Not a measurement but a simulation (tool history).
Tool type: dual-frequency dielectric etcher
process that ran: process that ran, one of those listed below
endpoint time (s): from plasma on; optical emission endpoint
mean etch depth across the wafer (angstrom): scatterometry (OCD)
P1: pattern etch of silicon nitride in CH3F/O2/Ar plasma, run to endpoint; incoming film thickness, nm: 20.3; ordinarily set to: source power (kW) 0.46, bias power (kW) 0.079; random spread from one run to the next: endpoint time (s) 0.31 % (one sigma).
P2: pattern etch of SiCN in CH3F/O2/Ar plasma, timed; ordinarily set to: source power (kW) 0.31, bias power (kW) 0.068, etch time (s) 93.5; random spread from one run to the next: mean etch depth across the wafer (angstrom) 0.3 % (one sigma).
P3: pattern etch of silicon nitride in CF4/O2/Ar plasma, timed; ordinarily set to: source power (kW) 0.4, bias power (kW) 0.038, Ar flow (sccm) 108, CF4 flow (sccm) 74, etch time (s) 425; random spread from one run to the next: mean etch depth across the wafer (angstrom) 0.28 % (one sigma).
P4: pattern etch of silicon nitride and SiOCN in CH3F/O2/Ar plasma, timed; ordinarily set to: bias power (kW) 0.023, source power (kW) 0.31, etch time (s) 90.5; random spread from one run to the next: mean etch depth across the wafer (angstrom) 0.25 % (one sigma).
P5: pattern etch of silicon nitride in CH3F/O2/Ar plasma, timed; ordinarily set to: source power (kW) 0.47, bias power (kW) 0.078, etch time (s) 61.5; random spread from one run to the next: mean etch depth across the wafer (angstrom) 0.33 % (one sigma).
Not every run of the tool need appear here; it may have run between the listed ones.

run     day  process that ran  source power (kW)  bias power (kW)  etch time (s)  Ar flow (sccm)  CF4 flow (sccm)  hours since the last wet clean  hours since the last source power generator calibration  hours since the last bias power generator calibration  endpoint time (s)  mean etch depth across the wafer (angstrom)
  1   0.279                P1               0.46            0.079                                                                           149.8                                                   1001.6                                                 2233.2             27.812
  2   0.729                P2               0.31            0.068           93.5                                                            160.6                                                   1012.4                                                   2244                                                          318.07
  3   1.004                P4               0.31            0.013           90.5                                                            167.2                                                     1019                                                 2250.6                                                          89.003
  4     1.5                P4               0.41            0.023           90.5                                                            179.1                                                   1030.9                                                 2262.5                                                          125.18
  5   2.025                P4               0.31            0.023            110                                                            191.7                                                   1043.5                                                 2275.1                                                          138.24
  6   2.538                P3                0.4            0.022            425             108               74                             204                                                   1055.8                                                 2287.4                                                            4791
  7   2.971                P3                0.4            0.038            425              83               74                           214.4                                                   1066.2                                                 2297.8                                                          6038.8
  8   3.383                P1               0.46            0.051                                                                           224.3                                                   1076.1                                                 2307.7             32.192
  9   3.992                P1               0.59            0.053                                                                           238.9                                                   1090.7                                                 2322.3             28.821
 10   4.442                P3                0.4            0.038            425             108               74                           249.7                                                   1101.5                                                 2333.1                                                          5808.9
 11   4.767                P3                0.4            0.038            425             108               52                           257.5                                                   1109.3                                                 2340.9                                                          5517.6
 12   5.142                P5               0.47            0.078           46.5                                                            266.5                                                   1118.3                                                 2349.9                                                          362.05
 13   5.638                P1               0.46            0.079                                                                           278.4                                                   1130.2                                                 2361.8             27.795
 14   6.142                P5               0.65            0.078           61.5                                                            290.5                                                   1142.3                                                 2373.9                                                          541.34
 15    6.65                P5               0.47            0.078           61.5                                                            302.7                                                   1154.5                                                 2386.1                                                           475.4
 16   7.004                P1                0.3            0.102                                                                           311.2                                                     1163                                                 2394.6             29.709
 17     7.6                P1               0.46            0.079                                                                           325.5                                                   1177.3                                                 2408.9             27.859
 18   8.192                P2               0.31            0.093           93.5                                                            339.7                                                   1191.5                                                 2423.1                                                          356.28
 19   8.517                P1               0.46            0.079                                                                           347.5                                                   1199.3                                                 2430.9              27.77
 20   9.142                P2               0.31            0.068           54.5                                                            362.5                                                   1214.3                                                 2445.9                                                          185.63
 21   9.662                P1               0.46            0.079                                                                             375                                                   1226.8                                                 2458.4             27.817
 22  10.204                P1               0.33            0.079                                                                             388                                                   1239.8                                                 2471.4              31.58
 23  10.742                P2               0.39            0.068           93.5                                                            400.9                                                   1252.7                                                 2484.3                                                           348.9
 24  11.229                P3                0.4            0.038          254.5             108               74                           412.6                                                   1264.4                                                   2496                                                          3489.4
 25  11.583                P1               0.31            0.096                                                                           421.1                                                   1272.9                                                 2504.5             30.013
 26  12.158                P3               0.28            0.038            425             108               74                           434.9                                                   1286.7                                                 2518.3                                                          4257.8
 27  12.529                P2               0.31            0.068           93.5                                                            443.8                                                   1295.6                                                 2527.2                                                          319.33
 28  13.046                P4               0.31            0.023           90.5                                                            456.2                                                     1308                                                 2539.6                                                          114.14
 29  13.417                P4               0.31            0.023           90.5                                                            465.1                                                   1316.9                                                 2548.5                                                           114.1
 30  13.942                P3                0.4            0.038            425             108               74                           477.7                                                   1329.5                                                 2561.1                                                          5807.1
 31   14.45                P5               0.47             0.11           61.5                                                            489.9                                                   1341.7                                                 2573.3                                                          540.75
 32  14.908                P1               0.46            0.095                                                                           500.9                                                   1352.7                                                 2584.3             26.064
 33  15.404                P1               0.62            0.079                                                                           512.8                                                   1364.6                                                 2596.2             24.856
 34  15.796                P1               0.46            0.079                                                                           522.2                                                     1374                                                 2605.6             27.846
 35  16.079                P1               0.46            0.079                                                                             529                                                   1380.8                                                 2612.4             27.887
 36  16.433                P1               0.46            0.079                                                                           537.5                                                   1389.3                                                 2620.9              28.04
 37  16.779                P1               0.46            0.079                                                                           545.8                                                   1397.6                                                 2629.2             28.131
 38  17.229                P1               0.46            0.079                                                                           556.6                                                   1408.4                                                   2640             28.132
 39  17.658                P1               0.46            0.079                                                                           566.9                                                   1418.7                                                 2650.3             28.112
 40  18.192                P1               0.46            0.079                                                                           579.7                                                   1431.5                                                 2663.1             28.162
 41  18.471                P1               0.46            0.079                                                                           586.4                                                   1438.2                                                 2669.8             28.288
 42  18.929                P1               0.46            0.079                                                                           597.4                                                   1449.2                                                 2680.8             28.257
     18.996  -- wet clean of the chamber
 43  19.504                P1               0.46            0.079                                                                            12.2                                                     1463                                                 2694.6             28.256
 44    19.9                P1               0.46            0.079                                                                            21.7                                                   1472.5                                                 2704.1             28.216
 45  20.262                P1               0.46            0.079                                                                            30.4                                                   1481.2                                                 2712.8              28.45

Something has made what P1 gives creep away from where it was; the 2 causes below, each at its own stated size, fit the log equally well:
A: source power that arrives under what is set, % = 4.2
B: bias power that arrives under what is set, % = 4.6
At approximately day 15.796, the process output began to creep.
All other causes, with the reason each is excluded:
chamber walls in a state that lowers the etch rate, %: its service at day 18.996 followed the start of the drift and did not put the process back to its old value

4 check runs are offered, one wafer each, their results left as question marks. Which one tells the causes apart?
check 1  20.625                P2               0.31             0.09           93.5                                                                                                                                                                                                                                                ?
check 2  20.625                P4               0.31            0.017           90.5                                                                                                                                                                                                                                                ?
check 3  20.625                P3                0.4            0.023            425              90               74                                                                                                                                                                                                               ?
check 4  20.625                P5               0.65            0.102           61.5                                                                                                                                                                                                                                                ?

Outcome of each check run for each possible cause:
  check                                       result    if A    if B
check 1  mean etch depth across the wafer (angstrom)  347.81  347.18
check 2  mean etch depth across the wafer (angstrom)  98.002  97.516
check 3  mean etch depth across the wafer (angstrom)  4832.4  4944.9
check 4  mean etch depth across the wafer (angstrom)  584.86  584.51
Minimum pairwise separation of causes per check, each pair taken at its best-separating result: check 1 0.18 %; check 2 0.5 %; check 3 2.3 %; check 4 0.06 %
Only in check 3 would the causes give clearly different results; in the remaining checks their results would be nearly the same.

With check 3 done, the readings were: mean etch depth across the wafer (angstrom) 4931.2. Identify which of the listed causes applies.

Of the candidate causes, it is B: bias power that arrives under what is set, %.
